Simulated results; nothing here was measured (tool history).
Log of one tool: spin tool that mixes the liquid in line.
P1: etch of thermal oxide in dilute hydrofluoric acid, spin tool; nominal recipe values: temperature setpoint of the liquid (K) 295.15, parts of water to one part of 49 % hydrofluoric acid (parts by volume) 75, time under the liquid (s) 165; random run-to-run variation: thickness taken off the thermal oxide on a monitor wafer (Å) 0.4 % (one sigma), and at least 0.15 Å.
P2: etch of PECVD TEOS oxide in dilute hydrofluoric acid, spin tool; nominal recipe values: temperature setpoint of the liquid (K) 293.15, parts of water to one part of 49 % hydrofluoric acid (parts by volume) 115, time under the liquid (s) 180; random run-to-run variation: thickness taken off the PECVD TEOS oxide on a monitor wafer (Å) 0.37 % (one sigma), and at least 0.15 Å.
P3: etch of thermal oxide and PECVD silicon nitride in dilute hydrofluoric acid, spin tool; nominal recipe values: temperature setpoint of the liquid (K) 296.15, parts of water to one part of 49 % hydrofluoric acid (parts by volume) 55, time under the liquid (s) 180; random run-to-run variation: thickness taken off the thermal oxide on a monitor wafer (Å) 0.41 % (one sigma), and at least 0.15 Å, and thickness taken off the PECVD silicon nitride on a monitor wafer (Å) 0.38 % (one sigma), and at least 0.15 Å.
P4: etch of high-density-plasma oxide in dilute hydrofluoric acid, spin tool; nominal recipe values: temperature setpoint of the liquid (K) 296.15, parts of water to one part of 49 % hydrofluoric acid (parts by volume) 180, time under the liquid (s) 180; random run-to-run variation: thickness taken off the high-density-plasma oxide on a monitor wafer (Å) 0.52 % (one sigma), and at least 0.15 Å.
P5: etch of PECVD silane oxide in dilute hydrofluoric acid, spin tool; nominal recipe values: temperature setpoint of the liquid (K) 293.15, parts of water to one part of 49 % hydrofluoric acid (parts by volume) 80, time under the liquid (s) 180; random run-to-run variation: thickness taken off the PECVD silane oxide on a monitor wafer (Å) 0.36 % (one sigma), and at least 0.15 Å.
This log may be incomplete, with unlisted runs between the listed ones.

run	hour	process that ran	temperature setpoint of the liquid (K)	parts of water to one part of 49 % hydrofluoric acid (parts by volume)	time under the liquid (s)	hours since the thermometer was replaced	hours since the hydrofluoric acid flow meter was replaced	thickness taken off the thermal oxide on a monitor wafer (Å)	thickness taken off the PECVD silane oxide on a monitor wafer (Å)	thickness taken off the PECVD TEOS oxide on a monitor wafer (Å)	thickness taken off the high-density-plasma oxide on a monitor wafer (Å)	thickness taken off the PECVD silicon nitride on a monitor wafer (Å)
1	17.6	P1	295.15	75	165	523.6	763.1	97.801				
2	26.6	P5	293.15	80	180	532.6	772.1		309.48			
3	34.9	P2	293.15	35	180	540.9	780.4			1266.60		
4	48.9	P1	295.15	75	165	554.9	794.4	98.068				
5	62.7	P5	293.15	80	70	568.7	808.2		119.91			
6	75.5	P1	301.15	75	165	581.5	821.0	124.240				
7	91.7	P2	293.15	115	265	597.7	837.2			512.51		
8	102.4	P1	290.15	75	165	608.4	847.9	79.705				
9	118.9	P4	290.15	180	180	624.9	864.4				49.923	
10	136.5	P1	295.15	75	165	642.5	882.0	97.277				
11	151.6	P5	293.15	80	180	657.6	897.1		309.01			
12	170.2	P1	295.15	20	165	676.2	915.7	394.920				
13	183.1	P2	293.15	115	180	689.1	928.6			348.29		
14	196.5	P4	296.15	30	180	702.5	942.0				456.000	
15	212.6	P3	296.15	55	180	718.6	958.1	173.130				86.455
16	225.6	P4	296.15	180	35	731.6	971.1				12.520	
17	239.3	P2	293.15	115	180	745.3	984.8			346.83		
18	254.3	P3	296.15	20	180	760.3	999.8	497.130				228.580
19	268.9	P1	295.15	75	165	774.9	1014.4	97.311				
20	281.2	P5	293.15	35	180	787.2	1026.7		748.26			
21	293.6	P1	295.15	125	165	799.6	1039.1	55.218				
22	309.4	P1	295.15	75	85	815.4	1054.9	49.883				
23	324.1	P1	291.65	120	165	830.1	1069.6	50.601				
24	342.8	P2	290.15	115	180	848.8	1088.3			306.15		
25	353.6	P5	299.15	80	180	859.6	1099.1		394.44			
26	371.9	P1	295.15	75	315	877.9	1117.4	186.700				
27	381.0	P4	296.15	180	180	887.0	1126.5				63.633	
28	391.2	P3	296.15	55	365	897.2	1136.7	351.680				176.360
29	404.9	P4	296.15	180	180	910.9	1150.4				63.690	
30	423.6	P1	295.15	75	165	929.6	1169.1	97.397				
31	435.4	P3	302.65	55	180	941.4	1180.9	224.450				133.210
32	444.4	P1	295.15	75	165	950.4	1189.9	97.872				
33	461.5	P1	295.15	75	165	967.5	1207.0	95.141				
34	479.9	P1	295.15	75	165	985.9	1225.4	93.353				
35	492.7	P1	295.15	75	165	998.7	1238.2	93.266				
36	509.2	P1	295.15	75	165	1015.2	1254.7	92.940				
37	518.4	P1	295.15	75	165	1024.4	1263.9	92.473				

Run 38 is up next; what results do you expect?
38	535.4	P1	295.15	75	165	1041.4	1280.9	?				

Run 38 measured thickness taken off the thermal oxide on a monitor wafer (Å) 92.336.

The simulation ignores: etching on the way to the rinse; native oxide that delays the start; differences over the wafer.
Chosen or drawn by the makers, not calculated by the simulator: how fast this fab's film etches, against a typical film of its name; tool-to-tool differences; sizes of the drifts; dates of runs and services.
